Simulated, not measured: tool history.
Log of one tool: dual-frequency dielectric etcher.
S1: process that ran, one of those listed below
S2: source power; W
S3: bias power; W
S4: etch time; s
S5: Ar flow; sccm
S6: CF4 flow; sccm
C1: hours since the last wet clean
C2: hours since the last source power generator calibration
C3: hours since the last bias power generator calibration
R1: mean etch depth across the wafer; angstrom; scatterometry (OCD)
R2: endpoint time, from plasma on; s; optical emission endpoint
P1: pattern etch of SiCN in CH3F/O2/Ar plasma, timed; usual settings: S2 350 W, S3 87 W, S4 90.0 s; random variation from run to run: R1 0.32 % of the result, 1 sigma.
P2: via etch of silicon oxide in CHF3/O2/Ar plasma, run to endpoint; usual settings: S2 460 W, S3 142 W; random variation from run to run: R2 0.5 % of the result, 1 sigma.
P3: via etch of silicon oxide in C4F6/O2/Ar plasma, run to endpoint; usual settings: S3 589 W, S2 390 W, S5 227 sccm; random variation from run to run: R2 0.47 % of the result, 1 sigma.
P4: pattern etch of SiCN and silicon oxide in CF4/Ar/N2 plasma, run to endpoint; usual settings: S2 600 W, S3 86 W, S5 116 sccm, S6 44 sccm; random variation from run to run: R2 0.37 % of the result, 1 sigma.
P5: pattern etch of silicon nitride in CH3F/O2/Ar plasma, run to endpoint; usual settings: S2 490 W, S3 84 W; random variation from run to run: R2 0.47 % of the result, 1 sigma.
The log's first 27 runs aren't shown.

At hour 358.5: bias power generator calibrated.
Run 28, hour 362.9: S1 P4, S2 600 W, S3 86 W, S5 116 sccm, S6 44 sccm; C1 553.5; C2 94.7; C3 4.5. Result: R2 10.6200 s.
Run 29, hour 371.1: S1 P2, S2 460 W, S3 142 W; C1 561.7; C2 102.9; C3 12.7. Result: R2 317.2600 s.
Run 30, hour 386.3: S1 P1, S2 350 W, S3 87 W, S4 90.0 s; C1 576.9; C2 118.1; C3 27.9. Result: R1 340.65 angstrom.
Run 31, hour 398.4: S1 P1, S2 490 W, S3 87 W, S4 90.0 s; C1 589.0; C2 130.2; C3 40.0. Result: R1 386.73 angstrom.
Run 32, hour 412.3: S1 P1, S2 350 W, S3 87 W, S4 90.0 s; C1 602.9; C2 144.1; C3 53.9. Result: R1 341.24 angstrom.
Run 33, hour 422.8: S1 P1, S2 350 W, S3 87 W, S4 90.0 s; C1 613.4; C2 154.6; C3 64.4. Result: R1 343.55 angstrom.
Run 34, hour 438.0: S1 P1, S2 350 W, S3 87 W, S4 90.0 s; C1 628.6; C2 169.8; C3 79.6. Result: R1 343.79 angstrom.
Run 35, hour 445.4: S1 P1, S2 350 W, S3 87 W, S4 90.0 s; C1 636.0; C2 177.2; C3 87.0. Result: R1 346.78 angstrom.
Run 36, hour 456.4: S1 P1, S2 350 W, S3 87 W, S4 90.0 s; C1 647.0; C2 188.2; C3 98.0. Result: R1 343.98 angstrom.
Run 37, hour 466.1: S1 P1, S2 350 W, S3 87 W, S4 90.0 s; C1 656.7; C2 197.9; C3 107.7. Result: R1 346.47 angstrom.
Run 38, hour 475.5: S1 P1, S2 350 W, S3 87 W, S4 90.0 s; C1 666.1; C2 207.3; C3 117.1. Result: R1 346.93 angstrom.
Run 39, hour 491.8: S1 P1, S2 350 W, S3 87 W, S4 90.0 s; C1 682.4; C2 223.6; C3 133.4. Result: R1 344.32 angstrom.
At hour 492.8: wet clean of the chamber.
Run 40, hour 501.1: S1 P1, S2 350 W, S3 87 W, S4 90.0 s; C1 8.4; C2 232.9; C3 142.7. Result: R1 344.81 angstrom.

Forecast run 41:
Run 41, hour 514.4: S1 P1, S2 350 W, S3 87 W, S4 90.0 s; C1 21.7; C2 246.2; C3 156.0. Result: R1 ?.

{"run 41": {"R1": 345.52}}
